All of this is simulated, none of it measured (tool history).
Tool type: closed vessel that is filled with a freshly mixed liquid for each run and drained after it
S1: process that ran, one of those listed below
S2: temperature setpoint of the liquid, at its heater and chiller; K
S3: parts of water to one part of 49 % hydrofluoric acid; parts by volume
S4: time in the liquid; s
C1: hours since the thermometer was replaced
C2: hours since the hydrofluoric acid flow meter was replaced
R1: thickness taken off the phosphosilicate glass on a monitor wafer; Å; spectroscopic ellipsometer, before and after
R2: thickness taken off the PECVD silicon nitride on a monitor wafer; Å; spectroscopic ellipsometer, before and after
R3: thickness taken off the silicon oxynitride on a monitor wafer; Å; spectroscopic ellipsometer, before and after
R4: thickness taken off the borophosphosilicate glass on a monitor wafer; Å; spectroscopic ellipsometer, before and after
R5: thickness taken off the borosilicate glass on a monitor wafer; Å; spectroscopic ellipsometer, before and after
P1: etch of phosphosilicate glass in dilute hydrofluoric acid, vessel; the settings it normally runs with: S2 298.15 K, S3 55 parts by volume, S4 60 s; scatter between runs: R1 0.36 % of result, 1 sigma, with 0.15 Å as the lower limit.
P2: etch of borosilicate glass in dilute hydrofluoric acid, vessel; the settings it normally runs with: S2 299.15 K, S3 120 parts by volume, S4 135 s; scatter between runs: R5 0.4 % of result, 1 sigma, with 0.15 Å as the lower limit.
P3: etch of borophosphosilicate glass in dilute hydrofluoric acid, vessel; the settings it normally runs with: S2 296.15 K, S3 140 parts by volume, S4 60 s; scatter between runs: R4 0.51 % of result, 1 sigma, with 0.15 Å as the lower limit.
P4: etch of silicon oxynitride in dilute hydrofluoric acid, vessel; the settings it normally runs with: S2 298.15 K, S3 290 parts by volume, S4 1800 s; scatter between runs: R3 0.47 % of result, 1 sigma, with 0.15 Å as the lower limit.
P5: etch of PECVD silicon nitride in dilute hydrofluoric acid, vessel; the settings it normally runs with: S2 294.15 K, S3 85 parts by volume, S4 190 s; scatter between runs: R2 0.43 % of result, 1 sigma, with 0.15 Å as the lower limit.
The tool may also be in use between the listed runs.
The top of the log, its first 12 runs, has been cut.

run    day  S1      S2   S3    S4     C1     C2       R1      R2      R3      R4      R5
 13  2.071  P2  299.15   75   135  891.8  554.1                                   706.88
 14  2.283  P5  294.15   85    30  896.9  559.2           11.009
 15  2.458  P4  291.15  290  1800  901.1  563.4                   71.094
 16  2.675  P1  298.15   90    30  906.3  568.6   207.31
 17  2.792  P1  298.15   55    60  909.1  571.4   708.32
 18  2.992  P3  296.15  140    60  913.9  576.2                           183.64
 19  3.179  P2  299.15  120   230  918.4  580.7                                   713.22
 20  3.333  P1  298.15   55    30  922.1  584.4   356.81
 21  3.492  P5  294.15   85   190  925.9  588.2           70.339
 22  3.712  P1  298.15   25    30  931.2  593.5   808.96
 23  3.821  P1  298.15   55    60  933.8  596.1   709.64
 24  3.975  P1  298.15   55    85  937.5  599.8  1006.70
 25  4.088  P1  304.65   85    60  940.2  602.5   571.56
 26  4.246  P5  294.15   85   190  944.0  606.3           70.547
 27  4.425  P1  298.15   55    60  948.3  610.6   712.55
 28  4.625  P2  293.15  120   135  953.1  615.4                                   330.23
 29  4.800  P1  298.15   55    60  957.3  619.6   710.24
 30  5.012  P3  296.15  200    60  962.4  624.7                           120.83
 31  5.179  P3  296.15  140   110  966.4  628.7                           338.11
 32  5.400  P1  298.15   85    60  971.7  634.0   440.34
 33  5.575  P1  298.15   55    60  975.9  638.2   712.78
 34  5.704  P3  304.15  140    60  979.0  641.3                           247.35

Run 35 is up next; what results do you expect?
 35  5.896  P2  299.15  120  135  983.6  645.9                   ?

R5: 417.34 Å

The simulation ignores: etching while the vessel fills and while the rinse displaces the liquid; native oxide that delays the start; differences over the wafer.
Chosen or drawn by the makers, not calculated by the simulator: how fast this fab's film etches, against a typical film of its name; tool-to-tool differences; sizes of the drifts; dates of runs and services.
